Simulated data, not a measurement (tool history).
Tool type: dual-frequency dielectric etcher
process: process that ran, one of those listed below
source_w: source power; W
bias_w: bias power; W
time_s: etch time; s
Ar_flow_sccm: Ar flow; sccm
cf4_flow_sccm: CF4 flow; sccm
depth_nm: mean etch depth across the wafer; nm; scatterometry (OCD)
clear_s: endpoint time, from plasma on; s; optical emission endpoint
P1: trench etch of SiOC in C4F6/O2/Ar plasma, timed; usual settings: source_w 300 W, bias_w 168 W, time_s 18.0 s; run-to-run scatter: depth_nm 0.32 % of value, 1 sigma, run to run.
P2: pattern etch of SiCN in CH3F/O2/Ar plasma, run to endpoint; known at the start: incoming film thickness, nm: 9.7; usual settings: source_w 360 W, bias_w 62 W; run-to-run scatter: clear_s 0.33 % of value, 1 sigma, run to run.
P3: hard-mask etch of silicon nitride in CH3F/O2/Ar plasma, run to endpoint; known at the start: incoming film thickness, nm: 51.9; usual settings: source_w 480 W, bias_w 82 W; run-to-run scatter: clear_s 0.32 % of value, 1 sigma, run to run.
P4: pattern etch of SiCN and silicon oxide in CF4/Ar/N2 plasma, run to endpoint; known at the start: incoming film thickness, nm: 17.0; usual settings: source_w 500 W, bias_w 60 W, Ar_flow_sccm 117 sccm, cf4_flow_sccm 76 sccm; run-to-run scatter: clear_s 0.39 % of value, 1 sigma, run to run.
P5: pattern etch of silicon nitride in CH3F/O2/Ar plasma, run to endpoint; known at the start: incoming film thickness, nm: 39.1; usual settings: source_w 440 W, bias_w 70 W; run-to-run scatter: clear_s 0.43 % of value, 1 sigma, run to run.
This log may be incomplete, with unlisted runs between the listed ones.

Run 1, hour 8.0: process P1, source_w 300 W, bias_w 168 W, time_s 18.0 s. Result: depth_nm 31.615 nm.
Run 2, hour 15.2: process P4, source_w 500 W, bias_w 60 W, Ar_flow_sccm 117 sccm, cf4_flow_sccm 76 sccm. Result: clear_s 18.975 s.
Run 3, hour 20.0: process P1, source_w 300 W, bias_w 168 W, time_s 18.0 s. Result: depth_nm 31.703 nm.
Run 4, hour 26.3: process P2, source_w 280 W, bias_w 62 W. Result: clear_s 31.700 s.
Run 5, hour 30.6: process P3, source_w 480 W, bias_w 82 W. Result: clear_s 66.886 s.
Run 6, hour 35.9: process P1, source_w 300 W, bias_w 168 W, time_s 23.0 s. Result: depth_nm 40.461 nm.
Run 7, hour 39.7: process P5, source_w 320 W, bias_w 70 W. Result: clear_s 63.141 s.
Run 8, hour 44.1: process P3, source_w 640 W, bias_w 82 W. Result: clear_s 59.909 s.
Run 9, hour 48.9: process P4, source_w 500 W, bias_w 60 W, Ar_flow_sccm 75 sccm, cf4_flow_sccm 76 sccm. Result: clear_s 17.698 s.
At hour 51.6: source power generator calibrated.
Run 10, hour 55.4: process P3, source_w 480 W, bias_w 53 W. Result: clear_s 77.451 s.
Run 11, hour 61.6: process P1, source_w 370 W, bias_w 168 W, time_s 22.0 s. Result: depth_nm 41.816 nm.
At hour 66.3: bias power generator calibrated.
Run 12, hour 67.0: process P2, source_w 360 W, bias_w 62 W. Result: clear_s 28.882 s.
Run 13, hour 72.1: process P1, source_w 300 W, bias_w 218 W, time_s 18.0 s. Result: depth_nm 34.601 nm.
Run 14, hour 76.2: process P1, source_w 300 W, bias_w 168 W, time_s 10.0 s. Result: depth_nm 17.595 nm.
Run 15, hour 80.1: process P5, source_w 440 W, bias_w 70 W. Result: clear_s 56.354 s.
Run 16, hour 87.0: process P1, source_w 300 W, bias_w 168 W, time_s 18.0 s. Result: depth_nm 31.615 nm.
Run 17, hour 91.8: process P2, source_w 360 W, bias_w 74 W. Result: clear_s 27.208 s.
Run 18, hour 100.2: process P1, source_w 300 W, bias_w 105 W, time_s 18.0 s. Result: depth_nm 27.485 nm.
Run 19, hour 108.3: process P1, source_w 170 W, bias_w 168 W, time_s 18.0 s. Result: depth_nm 25.410 nm.
Run 20, hour 113.5: process P5, source_w 440 W, bias_w 70 W. Result: clear_s 55.772 s.
Run 21, hour 119.8: process P4, source_w 340 W, bias_w 60 W, Ar_flow_sccm 117 sccm, cf4_flow_sccm 76 sccm. Result: clear_s 26.879 s.
Run 22, hour 124.8: process P1, source_w 390 W, bias_w 136 W, time_s 18.0 s. Result: depth_nm 32.900 nm.
Run 23, hour 131.9: process P5, source_w 440 W, bias_w 52 W. Result: clear_s 61.132 s.
Run 24, hour 138.5: process P1, source_w 300 W, bias_w 168 W, time_s 18.0 s. Result: depth_nm 31.488 nm.
Run 25, hour 143.6: process P1, source_w 300 W, bias_w 129 W, time_s 24.5 s. Result: depth_nm 39.399 nm.
Run 26, hour 149.6: process P4, source_w 500 W, bias_w 48 W, Ar_flow_sccm 117 sccm, cf4_flow_sccm 76 sccm. Result: clear_s 20.266 s.
Run 27, hour 155.6: process P4, source_w 500 W, bias_w 60 W, Ar_flow_sccm 117 sccm, cf4_flow_sccm 52 sccm. Result: clear_s 20.270 s.

Run 28, settings as shown, results not yet in. Your forecast:
Run 28, hour 162.1: process P1, source_w 410 W, bias_w 168 W, time_s 18.0 s. Result: depth_nm ?.

{"run 28": {"depth_nm": 35.872}}

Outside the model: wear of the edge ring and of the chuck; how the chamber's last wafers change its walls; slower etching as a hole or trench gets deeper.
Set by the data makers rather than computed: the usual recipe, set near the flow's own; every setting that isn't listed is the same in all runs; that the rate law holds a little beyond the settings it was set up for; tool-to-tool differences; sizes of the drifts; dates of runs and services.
